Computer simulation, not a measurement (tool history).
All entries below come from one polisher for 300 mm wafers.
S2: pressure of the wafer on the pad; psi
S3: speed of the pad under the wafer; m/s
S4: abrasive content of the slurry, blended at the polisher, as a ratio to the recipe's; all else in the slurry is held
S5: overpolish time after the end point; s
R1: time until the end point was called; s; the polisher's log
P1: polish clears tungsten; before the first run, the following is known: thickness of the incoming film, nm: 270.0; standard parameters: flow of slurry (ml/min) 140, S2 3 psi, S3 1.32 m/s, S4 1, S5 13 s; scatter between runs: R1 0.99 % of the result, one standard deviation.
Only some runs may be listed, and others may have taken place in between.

Run 1, hour 9.3: flow of slurry (ml/min) 140, S2 3 psi, S3 1.32 m/s, S4 1, S5 13 s. Result: R1 51.835 s.
Run 2, hour 16.7: flow of slurry (ml/min) 140, S2 3 psi, S3 1.32 m/s, S4 1, S5 13 s. Result: R1 52.761 s.
Run 3, hour 23.5: flow of slurry (ml/min) 140, S2 1.8 psi, S3 1.32 m/s, S4 1, S5 13 s. Result: R1 85.946 s.
Run 4, hour 30.3: flow of slurry (ml/min) 140, S2 4.4 psi, S3 1.32 m/s, S4 1, S5 13 s. Result: R1 35.056 s.
Run 5, hour 36.3: flow of slurry (ml/min) 85, S2 3 psi, S3 1.32 m/s, S4 1, S5 13 s. Result: R1 59.476 s.
Run 6, hour 40.6: flow of slurry (ml/min) 140, S2 3 psi, S3 1.32 m/s, S4 1, S5 13 s. Result: R1 51.152 s.
Run 7, hour 46.3: flow of slurry (ml/min) 140, S2 3 psi, S3 1.32 m/s, S4 1, S5 4 s. Result: R1 52.34 s.
Run 8, hour 51.6: flow of slurry (ml/min) 140, S2 3 psi, S3 1.32 m/s, S4 1, S5 13 s. Result: R1 51.809 s.
Run 9, hour 57.2: flow of slurry (ml/min) 140, S2 3 psi, S3 1.68 m/s, S4 1, S5 13 s. Result: R1 41.181 s.
Run 10, hour 62.8: flow of slurry (ml/min) 140, S2 3 psi, S3 0.68 m/s, S4 1, S5 13 s. Result: R1 100.43 s.
Run 11, hour 70: flow of slurry (ml/min) 140, S2 3 psi, S3 1.32 m/s, S4 1, S5 13 s. Result: R1 50.945 s.
Run 12, hour 76.8: flow of slurry (ml/min) 140, S2 3 psi, S3 1.32 m/s, S4 1.45, S5 13 s. Result: R1 48.195 s.
Run 13, hour 86.1: flow of slurry (ml/min) 140, S2 3 psi, S3 1.32 m/s, S4 0.55, S5 6 s. Result: R1 59.249 s.
Run 14, hour 93.3: flow of slurry (ml/min) 210, S2 3 psi, S3 1.32 m/s, S4 1, S5 13 s. Result: R1 48.184 s.
Run 15, hour 100.7: flow of slurry (ml/min) 140, S2 3 psi, S3 1.32 m/s, S4 1, S5 13 s. Result: R1 52.005 s.
Run 16, hour 110.2: flow of slurry (ml/min) 140, S2 3 psi, S3 1.32 m/s, S4 0.55, S5 13 s. Result: R1 59.609 s.
At hour 111.3: head pressure recalibrated.
Run 17, hour 119.4: flow of slurry (ml/min) 140, S2 3 psi, S3 1.32 m/s, S4 1, S5 24 s. Result: R1 51.841 s.
Run 18, hour 125.9: flow of slurry (ml/min) 140, S2 3 psi, S3 1.32 m/s, S4 1, S5 13 s. Result: R1 52.081 s.
Run 19, hour 131.2: flow of slurry (ml/min) 140, S2 3 psi, S3 1.32 m/s, S4 1, S5 13 s. Result: R1 53.416 s.
Run 20, hour 140: flow of slurry (ml/min) 140, S2 3 psi, S3 1.32 m/s, S4 1, S5 13 s. Result: R1 55.47 s.
Run 21, hour 146.6: flow of slurry (ml/min) 140, S2 3 psi, S3 1.32 m/s, S4 1, S5 13 s. Result: R1 55.24 s.
Run 22, hour 153.4: flow of slurry (ml/min) 140, S2 3 psi, S3 1.32 m/s, S4 1, S5 13 s. Result: R1 56.545 s.
At hour 155: head pressure recalibrated.
At hour 159.1: worn pad replaced by a new one.
Run 23, hour 162.3: flow of slurry (ml/min) 140, S2 3 psi, S3 1.32 m/s, S4 1, S5 13 s. Result: R1 57.161 s.
Run 24, hour 167.4: flow of slurry (ml/min) 140, S2 3 psi, S3 1.32 m/s, S4 1, S5 13 s. Result: R1 57.201 s.
At hour 173: slurry blender recalibrated.
Run 25, hour 175.8: flow of slurry (ml/min) 140, S2 3 psi, S3 1.32 m/s, S4 1, S5 13 s. Result: R1 56.409 s.
Run 26, hour 185.2: flow of slurry (ml/min) 140, S2 3 psi, S3 1.32 m/s, S4 1, S5 13 s. Result: R1 57.371 s.
Run 27, hour 190.5: flow of slurry (ml/min) 140, S2 3 psi, S3 1.32 m/s, S4 1, S5 13 s. Result: R1 58.075 s.
Run 28, hour 197.7: flow of slurry (ml/min) 140, S2 3 psi, S3 1.32 m/s, S4 1, S5 13 s. Result: R1 56.947 s.

The output of P1 has drifted from where it used to be. Each of the 2 causes below, taken at the size shown beside it, accounts for the log equally well:
A: peroxide lost from the slurry, % = 23.4
B: slurry flow missing at the pad, % = 36.5
The gradual shift began around hour 125.9.
Other possible causes, and why each is ruled out:
removal rate lost through wear of the pad, %: serviced at hour 159.1, which brought nothing back
head's pressure below its setpoint, %: serviced at hour 155, which brought nothing back
abrasive missing from the slurry, %: serviced at hour 173, which brought nothing back

4 check runs are offered, each on 2 wafers whose results are averaged, their results left as question marks. Which one tells the causes apart?
Run check 1, hour 204.9: flow of slurry (ml/min) 140, S2 1.8 psi, S3 1.32 m/s, S4 1, S5 13 s. Result: R1 ?.
Run check 2, hour 204.9: flow of slurry (ml/min) 140, S2 3 psi, S3 0.8 m/s, S4 1, S5 13 s. Result: R1 ?.
Run check 3, hour 204.9: flow of slurry (ml/min) 140, S2 3 psi, S3 1.32 m/s, S4 0.55, S5 6 s. Result: R1 ?.
Run check 4, hour 204.9: flow of slurry (ml/min) 85, S2 3 psi, S3 1.32 m/s, S4 1, S5 13 s. Result: R1 ?.

Outcome of each check run for each possible cause:
  check  result    if A    if B
check 1      R1  96.456  96.457
check 2      R1  95.492  95.493
check 3      R1  66.384  66.385
check 4      R1  65.087  68.832
How far apart the two closest causes lie, in the result that separates them most: check 1 0 %; check 2 0 %; check 3 0 %; check 4 5.59 %
Check 4 distinguishes between the causes, while the remaining checks would return nearly the same result for all of them.

Check 4 was carried out, with these results: R1 65.345 s. Which of the listed causes is responsible?

The correct cause is A, namely: peroxide lost from the slurry, %.
